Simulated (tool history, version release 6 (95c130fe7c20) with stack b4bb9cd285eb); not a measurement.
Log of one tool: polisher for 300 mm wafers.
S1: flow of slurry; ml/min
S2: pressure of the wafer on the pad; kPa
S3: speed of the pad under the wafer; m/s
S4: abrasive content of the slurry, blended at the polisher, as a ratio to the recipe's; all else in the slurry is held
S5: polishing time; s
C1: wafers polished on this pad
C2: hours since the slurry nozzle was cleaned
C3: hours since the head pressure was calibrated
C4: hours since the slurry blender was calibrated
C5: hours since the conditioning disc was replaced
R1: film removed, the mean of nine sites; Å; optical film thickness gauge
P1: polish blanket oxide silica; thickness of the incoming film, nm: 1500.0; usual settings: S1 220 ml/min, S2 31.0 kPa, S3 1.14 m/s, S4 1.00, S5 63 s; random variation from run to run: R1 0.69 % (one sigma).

run	hour	S1	S2	S3	S4	S5	C1	C2	C3	C4	C5	R1
1	9.0	220	31.0	1.14	1.00	63	553	380.2	542.2	75.1	331.5	1976.00
2	19.6	220	31.0	1.14	1.20	79	623	390.8	552.8	85.7	342.1	2695.70
3	29.8	220	31.0	1.14	1.00	63	691	401.0	563.0	95.9	352.3	1969.20
4	39.3	220	31.0	1.14	1.00	98	755	410.5	572.5	105.4	361.8	3071.50
5	47.3	220	31.0	1.14	1.00	63	808	418.5	580.5	113.4	369.8	1970.10
6	58.9	330	31.0	1.14	1.00	63	886	430.1	592.1	125.0	381.4	2073.60
7	69.9	220	31.0	1.14	0.55	63	959	441.1	603.1	136.0	392.4	1452.60
8	78.4	220	13.8	1.14	1.00	63	1016	449.6	611.6	144.5	400.9	893.03
9	84.9	220	31.0	1.14	1.00	28	1059	456.1	618.1	151.0	407.4	872.68
10	90.3	220	31.0	1.14	1.00	63	1095	461.5	623.5	156.4	412.8	1984.00
11	100.7	220	31.0	1.14	1.40	63	1165	471.9	633.9	166.8	423.2	2272.80
12	111.1	130	31.0	1.14	1.00	63	1234	482.3	644.3	177.2	433.6	1849.10

Run 13 comes next. What will it give?
13	121.9	220	31.0	0.68	1.00	63	1306	493.1	655.1	188.0	444.4	?

{"run 13": {"R1": 1308.2}}
